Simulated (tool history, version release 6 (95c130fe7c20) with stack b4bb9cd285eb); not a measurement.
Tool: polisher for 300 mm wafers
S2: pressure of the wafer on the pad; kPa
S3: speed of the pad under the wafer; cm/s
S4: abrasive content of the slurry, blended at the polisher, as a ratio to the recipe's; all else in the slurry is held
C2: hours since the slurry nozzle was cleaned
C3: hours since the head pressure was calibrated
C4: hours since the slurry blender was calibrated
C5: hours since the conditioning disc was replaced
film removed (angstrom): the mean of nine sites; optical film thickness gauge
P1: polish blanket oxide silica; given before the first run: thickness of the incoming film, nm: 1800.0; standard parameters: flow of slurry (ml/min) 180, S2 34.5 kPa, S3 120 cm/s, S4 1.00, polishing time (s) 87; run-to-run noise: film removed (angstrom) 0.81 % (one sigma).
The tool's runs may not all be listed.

{"run": 1, "hour": 13.3, "flow of slurry (ml/min)": 180, "S2": 34.5, "S3": 120, "S4": 1.0, "polishing time (s)": 87, "wafers polished on this pad": 782, "C2": 177.2, "C3": 554.6, "C4": 119.2, "C5": 53.3, "film removed (angstrom)": 3487.1}
{"run": 2, "hour": 25.5, "flow of slurry (ml/min)": 180, "S2": 18.6, "S3": 76, "S4": 1.0, "polishing time (s)": 87, "wafers polished on this pad": 902, "C2": 189.4, "C3": 566.8, "C4": 131.4, "C5": 65.5, "film removed (angstrom)": 1286.4}
{"run": 3, "hour": 39.3, "flow of slurry (ml/min)": 180, "S2": 34.5, "S3": 120, "S4": 1.0, "polishing time (s)": 87, "wafers polished on this pad": 1037, "C2": 203.2, "C3": 580.6, "C4": 145.2, "C5": 79.3, "film removed (angstrom)": 3414.3}
{"run": 4, "hour": 48.2, "flow of slurry (ml/min)": 180, "S2": 34.5, "S3": 120, "S4": 1.0, "polishing time (s)": 87, "wafers polished on this pad": 1124, "C2": 212.1, "C3": 589.5, "C4": 154.1, "C5": 88.2, "film removed (angstrom)": 3463.3}
{"run": 5, "hour": 60.6, "flow of slurry (ml/min)": 180, "S2": 34.5, "S3": 120, "S4": 1.0, "polishing time (s)": 56, "wafers polished on this pad": 1245, "C2": 224.5, "C3": 601.9, "C4": 166.5, "C5": 100.6, "film removed (angstrom)": 2251.9}
{"run": 6, "hour": 72.5, "flow of slurry (ml/min)": 180, "S2": 34.5, "S3": 120, "S4": 1.5, "polishing time (s)": 87, "wafers polished on this pad": 1362, "C2": 236.4, "C3": 613.8, "C4": 178.4, "C5": 112.5, "film removed (angstrom)": 4124.8}
{"run": 7, "hour": 85.6, "flow of slurry (ml/min)": 180, "S2": 34.5, "S3": 178, "S4": 1.0, "polishing time (s)": 87, "wafers polished on this pad": 1490, "C2": 249.5, "C3": 626.9, "C4": 191.5, "C5": 125.6, "film removed (angstrom)": 4704.6}
{"run": 8, "hour": 99.2, "flow of slurry (ml/min)": 180, "S2": 34.5, "S3": 120, "S4": 1.0, "polishing time (s)": 87, "wafers polished on this pad": 1623, "C2": 263.1, "C3": 640.5, "C4": 205.1, "C5": 139.2, "film removed (angstrom)": 3454.6}
{"run": 9, "hour": 111.6, "flow of slurry (ml/min)": 180, "S2": 34.5, "S3": 120, "S4": 0.5, "polishing time (s)": 87, "wafers polished on this pad": 1744, "C2": 275.5, "C3": 652.9, "C4": 217.5, "C5": 151.6, "film removed (angstrom)": 2381.8}
{"run": 10, "hour": 119.2, "flow of slurry (ml/min)": 180, "S2": 34.5, "S3": 120, "S4": 1.0, "polishing time (s)": 125, "wafers polished on this pad": 1819, "C2": 283.1, "C3": 660.5, "C4": 225.1, "C5": 159.2, "film removed (angstrom)": 4964.2}
{"run": 11, "hour": 132.3, "flow of slurry (ml/min)": 180, "S2": 23.4, "S3": 120, "S4": 0.8, "polishing time (s)": 87, "wafers polished on this pad": 1947, "C2": 296.2, "C3": 673.6, "C4": 238.2, "C5": 172.3, "film removed (angstrom)": 2106.3}
{"run": 12, "hour": 143.6, "flow of slurry (ml/min)": 180, "S2": 16.5, "S3": 120, "S4": 1.0, "polishing time (s)": 87, "wafers polished on this pad": 2058, "C2": 307.5, "C3": 684.9, "C4": 249.5, "C5": 183.6, "film removed (angstrom)": 1661.6}
{"run": 13, "hour": 151.3, "flow of slurry (ml/min)": 180, "S2": 54.5, "S3": 120, "S4": 1.0, "polishing time (s)": 87, "wafers polished on this pad": 2133, "C2": 315.2, "C3": 692.6, "C4": 257.2, "C5": 191.3, "film removed (angstrom)": 5528.4}
{"run": 14, "hour": 158.1, "flow of slurry (ml/min)": 180, "S2": 34.5, "S3": 60, "S4": 1.0, "polishing time (s)": 87, "wafers polished on this pad": 2200, "C2": 322.0, "C3": 699.4, "C4": 264.0, "C5": 198.1, "film removed (angstrom)": 1974.9}
{"hour": 163.9, "done": "slurry blender recalibrated"}
{"run": 15, "hour": 168.2, "flow of slurry (ml/min)": 110, "S2": 34.5, "S3": 120, "S4": 1.0, "polishing time (s)": 87, "wafers polished on this pad": 2298, "C2": 332.1, "C3": 709.5, "C4": 4.4, "C5": 208.2, "film removed (angstrom)": 3120.5}
{"run": 16, "hour": 176.6, "flow of slurry (ml/min)": 285, "S2": 34.5, "S3": 120, "S4": 1.0, "polishing time (s)": 87, "wafers polished on this pad": 2381, "C2": 340.5, "C3": 717.9, "C4": 12.8, "C5": 216.6, "film removed (angstrom)": 3635.6}
{"run": 17, "hour": 188.5, "flow of slurry (ml/min)": 230, "S2": 34.5, "S3": 120, "S4": 0.55, "polishing time (s)": 87, "wafers polished on this pad": 2497, "C2": 352.4, "C3": 729.8, "C4": 24.7, "C5": 228.5, "film removed (angstrom)": 2610.0}
{"run": 18, "hour": 194.8, "flow of slurry (ml/min)": 180, "S2": 34.5, "S3": 120, "S4": 1.0, "polishing time (s)": 87, "wafers polished on this pad": 2559, "C2": 358.7, "C3": 736.1, "C4": 31.0, "C5": 234.8, "film removed (angstrom)": 3417.5}
{"run": 19, "hour": 203.8, "flow of slurry (ml/min)": 180, "S2": 34.5, "S3": 120, "S4": 1.0, "polishing time (s)": 87, "wafers polished on this pad": 2647, "C2": 367.7, "C3": 745.1, "C4": 40.0, "C5": 243.8, "film removed (angstrom)": 3384.1}
{"run": 20, "hour": 211.0, "flow of slurry (ml/min)": 180, "S2": 34.5, "S3": 120, "S4": 1.0, "polishing time (s)": 87, "wafers polished on this pad": 2717, "C2": 374.9, "C3": 752.3, "C4": 47.2, "C5": 251.0, "film removed (angstrom)": 3280.5}
{"run": 21, "hour": 220.2, "flow of slurry (ml/min)": 180, "S2": 34.5, "S3": 120, "S4": 1.0, "polishing time (s)": 87, "wafers polished on this pad": 2807, "C2": 384.1, "C3": 761.5, "C4": 56.4, "C5": 260.2, "film removed (angstrom)": 3189.6}
{"run": 22, "hour": 230.4, "flow of slurry (ml/min)": 180, "S2": 34.5, "S3": 120, "S4": 1.0, "polishing time (s)": 87, "wafers polished on this pad": 2907, "C2": 394.3, "C3": 771.7, "C4": 66.6, "C5": 270.4, "film removed (angstrom)": 3099.3}
{"hour": 231.4, "done": "head pressure recalibrated"}
{"hour": 234.1, "done": "slurry nozzle cleaned"}
{"run": 23, "hour": 243.5, "flow of slurry (ml/min)": 180, "S2": 34.5, "S3": 120, "S4": 1.0, "polishing time (s)": 87, "wafers polished on this pad": 3035, "C2": 9.4, "C3": 12.2, "C4": 79.7, "C5": 283.5, "film removed (angstrom)": 3074.3}
{"run": 24, "hour": 250.7, "flow of slurry (ml/min)": 180, "S2": 34.5, "S3": 120, "S4": 1.0, "polishing time (s)": 87, "wafers polished on this pad": 3106, "C2": 16.6, "C3": 19.4, "C4": 86.9, "C5": 290.7, "film removed (angstrom)": 3070.2}
{"run": 25, "hour": 257.8, "flow of slurry (ml/min)": 180, "S2": 34.5, "S3": 120, "S4": 1.0, "polishing time (s)": 87, "wafers polished on this pad": 3175, "C2": 23.7, "C3": 26.5, "C4": 94.0, "C5": 297.8, "film removed (angstrom)": 3015.0}
{"hour": 261.1, "done": "conditioning disc replaced and pad reconditioned"}
{"run": 26, "hour": 269.9, "flow of slurry (ml/min)": 180, "S2": 34.5, "S3": 120, "S4": 1.0, "polishing time (s)": 87, "wafers polished on this pad": 3294, "C2": 35.8, "C3": 38.6, "C4": 106.1, "C5": 8.8, "film removed (angstrom)": 3016.7}
{"run": 27, "hour": 282.8, "flow of slurry (ml/min)": 180, "S2": 34.5, "S3": 120, "S4": 1.0, "polishing time (s)": 87, "wafers polished on this pad": 3420, "C2": 48.7, "C3": 51.5, "C4": 119.0, "C5": 21.7, "film removed (angstrom)": 3013.4}
{"run": 28, "hour": 292.7, "flow of slurry (ml/min)": 180, "S2": 34.5, "S3": 120, "S4": 1.0, "polishing time (s)": 87, "wafers polished on this pad": 3517, "C2": 58.6, "C3": 61.4, "C4": 128.9, "C5": 31.6, "film removed (angstrom)": 3001.9}

Compared with where it was, what P1 gives has crept away. Each cause listed below fits the log as well as the rest, at the size given for it:
A: removal rate lost through wear of the pad, % = 13.4
B: abrasive missing from the slurry, % = 25.3
The onset of the drift is placed at about hour 194.8.
Why every other cause is out:
slurry flow missing at the pad, %: serviced at hour 234.1, after the change had begun; the process did not return to its earlier output
head's pressure below its setpoint, %: serviced at hour 231.4, after the change had begun; the process did not return to its earlier output
time polished since the conditioner stopped cutting, s: serviced at hour 261.1, after the change had begun; the process did not return to its earlier output

Consider the 4 check runs below, whose results appear as question marks and each of which averages 5 wafers. Which one distinguishes the causes, in that each cause would give it a clearly different result?
{"run": "check 1", "hour": 302.6, "flow of slurry (ml/min)": 270, "S2": 34.5, "S3": 60, "S4": 1.0, "polishing time (s)": 87, "film removed (angstrom)": "?"}
{"run": "check 2", "hour": 302.6, "flow of slurry (ml/min)": 110, "S2": 34.5, "S3": 174, "S4": 1.0, "polishing time (s)": 87, "film removed (angstrom)": "?"}
{"run": "check 3", "hour": 302.6, "flow of slurry (ml/min)": 180, "S2": 34.5, "S3": 120, "S4": 1.5, "polishing time (s)": 87, "film removed (angstrom)": "?"}
{"run": "check 4", "hour": 302.6, "flow of slurry (ml/min)": 180, "S2": 17.9, "S3": 62, "S4": 1.0, "polishing time (s)": 87, "film removed (angstrom)": "?"}

How each check would come out, cause by cause:
check=check_1 result=film_removed_(angstrom) if_A=1811.50 if_B=1812.80
check=check_2 result=film_removed_(angstrom) if_A=3694.80 if_B=3697.40
check=check_3 result=film_removed_(angstrom) if_A=3540.40 if_B=3647.00
check=check_4 result=film_removed_(angstrom) if_A=921.01 if_B=921.64
Distance between the nearest two causes, measured in the result of the check that separates them most: check 1 0.07 %; check 2 0.07 %; check 3 2.97 %; check 4 0.07 %
The other checks would show nearly matching results whichever cause is true, so check 3 is the only one that separates the causes.

Then check 3 was run and gave: film removed (angstrom) 3655.00. Which cause is it?

The correct cause is B, namely: abrasive missing from the slurry, %.
